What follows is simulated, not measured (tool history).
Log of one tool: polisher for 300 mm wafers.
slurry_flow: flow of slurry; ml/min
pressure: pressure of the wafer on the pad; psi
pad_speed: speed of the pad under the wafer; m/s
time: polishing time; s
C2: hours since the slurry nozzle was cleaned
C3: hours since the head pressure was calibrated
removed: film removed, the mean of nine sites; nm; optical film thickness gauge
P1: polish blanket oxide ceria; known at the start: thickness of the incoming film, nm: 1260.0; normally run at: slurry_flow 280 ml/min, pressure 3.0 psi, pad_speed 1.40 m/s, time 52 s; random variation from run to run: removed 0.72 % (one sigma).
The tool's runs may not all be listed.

{"run": 1, "hour": 6.6, "slurry_flow": 280, "pressure": 3.0, "pad_speed": 1.4, "time": 52, "wafers polished on this pad": 598, "C2": 132.6, "C3": 483.5, "removed": 329.94}
{"run": 2, "hour": 12.8, "slurry_flow": 170, "pressure": 3.0, "pad_speed": 1.4, "time": 52, "wafers polished on this pad": 669, "C2": 138.8, "C3": 489.7, "removed": 313.92}
{"run": 3, "hour": 24.2, "slurry_flow": 280, "pressure": 3.0, "pad_speed": 2.2, "time": 52, "wafers polished on this pad": 801, "C2": 150.2, "C3": 501.1, "removed": 518.66}
{"run": 4, "hour": 32.3, "slurry_flow": 280, "pressure": 3.0, "pad_speed": 0.64, "time": 52, "wafers polished on this pad": 894, "C2": 158.3, "C3": 509.2, "removed": 150.73}
{"run": 5, "hour": 44.2, "slurry_flow": 280, "pressure": 3.0, "pad_speed": 1.4, "time": 52, "wafers polished on this pad": 1032, "C2": 170.2, "C3": 521.1, "removed": 331.06}
{"run": 6, "hour": 52.4, "slurry_flow": 280, "pressure": 3.0, "pad_speed": 1.4, "time": 72, "wafers polished on this pad": 1126, "C2": 178.4, "C3": 529.3, "removed": 464.53}
{"run": 7, "hour": 59.2, "slurry_flow": 385, "pressure": 3.0, "pad_speed": 1.4, "time": 52, "wafers polished on this pad": 1205, "C2": 185.2, "C3": 536.1, "removed": 338.24}
{"run": 8, "hour": 66.9, "slurry_flow": 280, "pressure": 3.0, "pad_speed": 1.4, "time": 52, "wafers polished on this pad": 1294, "C2": 192.9, "C3": 543.8, "removed": 328.84}
{"run": 9, "hour": 75.3, "slurry_flow": 280, "pressure": 1.8, "pad_speed": 1.96, "time": 52, "wafers polished on this pad": 1391, "C2": 201.3, "C3": 552.2, "removed": 283.61}
{"run": 10, "hour": 81.6, "slurry_flow": 170, "pressure": 3.0, "pad_speed": 1.96, "time": 52, "wafers polished on this pad": 1463, "C2": 207.6, "C3": 558.5, "removed": 443.95}
{"run": 11, "hour": 87.8, "slurry_flow": 280, "pressure": 3.0, "pad_speed": 1.4, "time": 52, "wafers polished on this pad": 1535, "C2": 213.8, "C3": 564.7, "removed": 331.19}
{"run": 12, "hour": 99.1, "slurry_flow": 280, "pressure": 1.5, "pad_speed": 1.4, "time": 52, "wafers polished on this pad": 1665, "C2": 225.1, "C3": 576.0, "removed": 164.95}
{"run": 13, "hour": 110.7, "slurry_flow": 200, "pressure": 1.4, "pad_speed": 1.4, "time": 52, "wafers polished on this pad": 1799, "C2": 236.7, "C3": 587.6, "removed": 148.32}
{"run": 14, "hour": 118.4, "slurry_flow": 280, "pressure": 4.6, "pad_speed": 1.4, "time": 52, "wafers polished on this pad": 1888, "C2": 244.4, "C3": 595.3, "removed": 502.2}
{"run": 15, "hour": 128.0, "slurry_flow": 280, "pressure": 3.0, "pad_speed": 1.4, "time": 28, "wafers polished on this pad": 1999, "C2": 254.0, "C3": 604.9, "removed": 177.09}
{"run": 16, "hour": 134.6, "slurry_flow": 280, "pressure": 3.0, "pad_speed": 1.4, "time": 52, "wafers polished on this pad": 2075, "C2": 260.6, "C3": 611.5, "removed": 330.3}
{"run": 17, "hour": 145.9, "slurry_flow": 280, "pressure": 3.0, "pad_speed": 1.4, "time": 52, "wafers polished on this pad": 2205, "C2": 271.9, "C3": 622.8, "removed": 328.42}
{"run": 18, "hour": 155.5, "slurry_flow": 280, "pressure": 3.0, "pad_speed": 1.4, "time": 52, "wafers polished on this pad": 2316, "C2": 281.5, "C3": 632.4, "removed": 334.97}
{"run": 19, "hour": 163.2, "slurry_flow": 280, "pressure": 3.0, "pad_speed": 1.4, "time": 52, "wafers polished on this pad": 2405, "C2": 289.2, "C3": 640.1, "removed": 336.38}
{"run": 20, "hour": 172.4, "slurry_flow": 280, "pressure": 3.0, "pad_speed": 1.4, "time": 52, "wafers polished on this pad": 2511, "C2": 298.4, "C3": 649.3, "removed": 329.96}

Run 21 comes next. What will it give?
{"run": 21, "hour": 184.6, "slurry_flow": 280, "pressure": 3.0, "pad_speed": 1.4, "time": 52, "wafers polished on this pad": 2652, "C2": 310.6, "C3": 661.5, "removed": "?"}

Run 21 gave removed 323.78 nm.

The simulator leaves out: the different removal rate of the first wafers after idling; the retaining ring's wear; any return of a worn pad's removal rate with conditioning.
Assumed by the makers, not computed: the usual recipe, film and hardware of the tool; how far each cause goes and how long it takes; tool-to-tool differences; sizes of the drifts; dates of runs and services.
